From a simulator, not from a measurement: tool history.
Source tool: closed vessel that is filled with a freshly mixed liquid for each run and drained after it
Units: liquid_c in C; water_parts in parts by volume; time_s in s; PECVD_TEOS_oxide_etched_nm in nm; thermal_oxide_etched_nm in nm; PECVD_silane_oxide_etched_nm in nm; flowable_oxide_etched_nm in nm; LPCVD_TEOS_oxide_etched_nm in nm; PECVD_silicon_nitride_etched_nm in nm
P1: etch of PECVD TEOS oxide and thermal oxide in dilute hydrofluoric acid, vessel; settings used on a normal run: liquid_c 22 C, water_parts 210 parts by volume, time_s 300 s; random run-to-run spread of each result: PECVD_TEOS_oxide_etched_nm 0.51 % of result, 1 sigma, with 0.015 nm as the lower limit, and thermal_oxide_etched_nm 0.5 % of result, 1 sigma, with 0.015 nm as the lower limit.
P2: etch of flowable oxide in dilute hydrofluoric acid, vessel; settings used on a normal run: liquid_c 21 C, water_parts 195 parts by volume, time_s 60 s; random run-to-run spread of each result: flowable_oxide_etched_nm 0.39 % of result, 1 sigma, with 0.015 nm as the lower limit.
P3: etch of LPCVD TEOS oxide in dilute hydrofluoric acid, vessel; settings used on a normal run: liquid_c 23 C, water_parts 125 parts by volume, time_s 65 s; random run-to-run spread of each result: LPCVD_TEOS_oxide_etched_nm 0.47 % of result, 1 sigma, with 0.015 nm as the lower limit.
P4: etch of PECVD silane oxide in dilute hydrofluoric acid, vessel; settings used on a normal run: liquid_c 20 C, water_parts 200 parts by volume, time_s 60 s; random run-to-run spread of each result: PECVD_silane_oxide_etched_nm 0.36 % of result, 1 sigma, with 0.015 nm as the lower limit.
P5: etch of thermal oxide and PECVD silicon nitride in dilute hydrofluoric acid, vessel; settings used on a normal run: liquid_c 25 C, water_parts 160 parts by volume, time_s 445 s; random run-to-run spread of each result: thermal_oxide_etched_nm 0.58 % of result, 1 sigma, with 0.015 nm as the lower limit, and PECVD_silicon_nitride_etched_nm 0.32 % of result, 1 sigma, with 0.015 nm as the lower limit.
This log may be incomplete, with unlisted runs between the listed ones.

| run | hour | process | liquid_c | water_parts | time_s | hours since the thermometer was replaced | hours since the hydrofluoric acid flow meter was replaced | PECVD_TEOS_oxide_etched_nm | thermal_oxide_etched_nm | PECVD_silane_oxide_etched_nm | flowable_oxide_etched_nm | LPCVD_TEOS_oxide_etched_nm | PECVD_silicon_nitride_etched_nm |
|---|---|---|---|---|---|---|---|---|---|---|---|---|---|
| 1 | 7.1 | P1 | 22 | 210 | 300 | 789.1 | 319.8 | 31.072 | 5.3301 |  |  |  |  |
| 2 | 14.3 | P1 | 29 | 210 | 50 | 796.3 | 327 | 6.7168 | 1.1279 |  |  |  |  |
| 3 | 22.3 | P4 | 20 | 200 | 60 | 804.3 | 335 |  |  | 11.236 |  |  |  |
| 4 | 27.6 | P1 | 22 | 210 | 300 | 809.6 | 340.3 | 31.423 | 5.2691 |  |  |  |  |
| 5 | 31.3 | P1 | 22 | 210 | 85 | 813.3 | 344 | 8.9022 | 1.4898 |  |  |  |  |
| 6 | 39.1 | P1 | 22 | 385 | 300 | 821.1 | 351.8 | 14.529 | 2.4445 |  |  |  |  |
| 7 | 43.6 | P2 | 21 | 195 | 30 | 825.6 | 356.3 |  |  |  | 6.8671 |  |  |
| 8 | 47.5 | P3 | 23 | 125 | 65 | 829.5 | 360.2 |  |  |  |  | 8.1118 |  |
| 9 | 54.6 | P1 | 22 | 210 | 300 | 836.6 | 367.3 | 31.443 | 5.3195 |  |  |  |  |
| 10 | 62.6 | P1 | 22 | 80 | 300 | 844.6 | 375.3 | 95.157 | 15.943 |  |  |  |  |
| 11 | 70.3 | P4 | 20 | 280 | 60 | 852.3 | 383 |  |  | 7.447 |  |  |  |
| 12 | 78.2 | P5 | 25 | 160 | 445 | 860.2 | 390.9 |  | 13.135 |  |  |  | 16.76 |
| 13 | 84.5 | P2 | 21 | 280 | 60 | 866.5 | 397.2 |  |  |  | 8.8877 |  |  |
| 14 | 91.7 | P3 | 23 | 185 | 65 | 873.7 | 404.4 |  |  |  |  | 5.1627 |  |
| 15 | 99.7 | P1 | 17 | 210 | 300 | 881.7 | 412.4 | 26.041 | 4.3522 |  |  |  |  |
| 16 | 107.2 | P4 | 24 | 200 | 60 | 889.2 | 419.9 |  |  | 12.975 |  |  |  |
| 17 | 112.1 | P1 | 22 | 210 | 435 | 894.1 | 424.8 | 44.804 | 7.6481 |  |  |  |  |
| 18 | 119.9 | P1 | 22 | 210 | 300 | 901.9 | 432.6 | 31.422 | 5.2505 |  |  |  |  |
| 19 | 124.9 | P2 | 17 | 195 | 60 | 906.9 | 437.6 |  |  |  | 11.75 |  |  |
| 20 | 133.3 | P3 | 23 | 125 | 30 | 915.3 | 446 |  |  |  |  | 3.6819 |  |
| 21 | 138.3 | P1 | 26.5 | 210 | 300 | 920.3 | 451 | 37.094 | 6.2161 |  |  |  |  |
| 22 | 143.5 | P3 | 23 | 125 | 65 | 925.5 | 456.2 |  |  |  |  | 8.0296 |  |
| 23 | 148.3 | P2 | 21 | 195 | 60 | 930.3 | 461 |  |  |  | 13.823 |  |  |
| 24 | 153 | P5 | 25 | 255 | 445 | 935 | 465.7 |  | 7.3853 |  |  |  | 10.586 |
| 25 | 157.6 | P4 | 20 | 200 | 60 | 939.6 | 470.3 |  |  | 11.183 |  |  |  |
| 26 | 164.4 | P2 | 21 | 195 | 60 | 946.4 | 477.1 |  |  |  | 13.768 |  |  |
| 27 | 169.3 | P5 | 25 | 160 | 445 | 951.3 | 482 |  | 13.061 |  |  |  | 16.797 |
| 28 | 174.5 | P5 | 18.5 | 160 | 445 | 956.5 | 487.2 |  | 10.181 |  |  |  | 10.997 |
| 29 | 182.4 | P1 | 22 | 210 | 300 | 964.4 | 495.1 | 31.348 | 5.3578 |  |  |  |  |
| 30 | 187.2 | P1 | 22 | 90 | 155 | 969.2 | 499.9 | 42.975 | 7.2248 |  |  |  |  |
| 31 | 194.3 | P3 | 17 | 125 | 65 | 976.3 | 507 |  |  |  |  | 6.4395 |  |
| 32 | 198.8 | P4 | 20 | 200 | 95 | 980.8 | 511.5 |  |  | 17.704 |  |  |  |
| 33 | 206.4 | P5 | 25 | 160 | 255 | 988.4 | 519.1 |  | 7.5011 |  |  |  | 9.5743 |
| 34 | 212.5 | P1 | 22 | 210 | 300 | 994.5 | 525.2 | 31.142 | 5.2603 |  |  |  |  |
| 35 | 219.8 | P1 | 22 | 210 | 300 | 1001.8 | 532.5 | 31.891 | 5.3648 |  |  |  |  |
| 36 | 227.1 | P1 | 22 | 210 | 300 | 1009.1 | 539.8 | 32.484 | 5.466 |  |  |  |  |
| 37 | 234.4 | P1 | 22 | 210 | 300 | 1016.4 | 547.1 | 32.341 | 5.5012 |  |  |  |  |
| 38 | 241.9 | P1 | 22 | 210 | 300 | 1023.9 | 554.6 | 32.891 | 5.5877 |  |  |  |  |
| 39 | 249.6 | P1 | 22 | 210 | 300 | 1031.6 | 562.3 | 32.675 | 5.6039 |  |  |  |  |
| 40 | 256.2 | P1 | 22 | 210 | 300 | 1038.2 | 568.9 | 32.758 | 5.5672 |  |  |  |  |
| 41 | 260 | P1 | 22 | 210 | 300 | 1042 | 572.7 | 33.094 | 5.5494 |  |  |  |  |
| 42 | 267.3 | P1 | 22 | 210 | 300 | 1049.3 | 580 | 33.089 | 5.5852 |  |  |  |  |
| 43 | 271.7 | P1 | 22 | 210 | 300 | 1053.7 | 584.4 | 33.366 | 5.5687 |  |  |  |  |
| 44 | 275.4 | P1 | 22 | 210 | 300 | 1057.4 | 588.1 | 32.771 | 5.553 |  |  |  |  |
| 45 | 283 | P1 | 22 | 210 | 300 | 1065 | 595.7 | 33.116 | 5.5724 |  |  |  |  |

What P1 gives has crept away from where it was. These 2 causes fit the log equally well, each at the size given:
A: hydrofluoric acid flow above the setpoint (%) = 4.88
B: liquid hotter than its thermometer reads (K) = 1.55
The process output started creeping at around hour 212.5.

The check runs listed below each take one wafer, and their results are still question marks. Under which run would the listed causes lead to clearly different results?
| check 1 | 290.6 | P4 | 20 | 200 | 60 |  |  |  |  | ? |  |  |  |
| check 2 | 290.6 | P5 | 25 | 160 | 445 |  |  |  | ? |  |  |  | ? |
| check 3 | 290.6 | P3 | 23 | 125 | 65 |  |  |  |  |  |  | ? |  |
| check 4 | 290.6 | P2 | 21 | 195 | 60 |  |  |  |  |  | ? |  |  |

If the cause were each of the candidates in turn, the checks would give the following:
| check | result | if A | if B |
|---|---|---|---|
| check 1 | PECVD_silane_oxide_etched_nm | 11.846 | 11.876 |
| check 2 | thermal_oxide_etched_nm | 13.842 | 13.864 |
| check 2 | PECVD_silicon_nitride_etched_nm | 17.605 | 18.521 |
| check 3 | LPCVD_TEOS_oxide_etched_nm | 8.5747 | 8.6263 |
| check 4 | flowable_oxide_etched_nm | 14.569 | 14.599 |
Distance between the nearest two causes, measured in the result of the check that separates them most: check 1 0.25 %; check 2 5.07 %; check 3 0.6 %; check 4 0.21 %
Check 2 tells the causes apart: in the others they would give nearly the same result.

Check 2 was carried out, with these results: thermal_oxide_etched_nm 13.778 nm; PECVD_silicon_nitride_etched_nm 18.559 nm. Which of the listed causes is responsible?

It was cause B: liquid hotter than its thermometer reads (K).
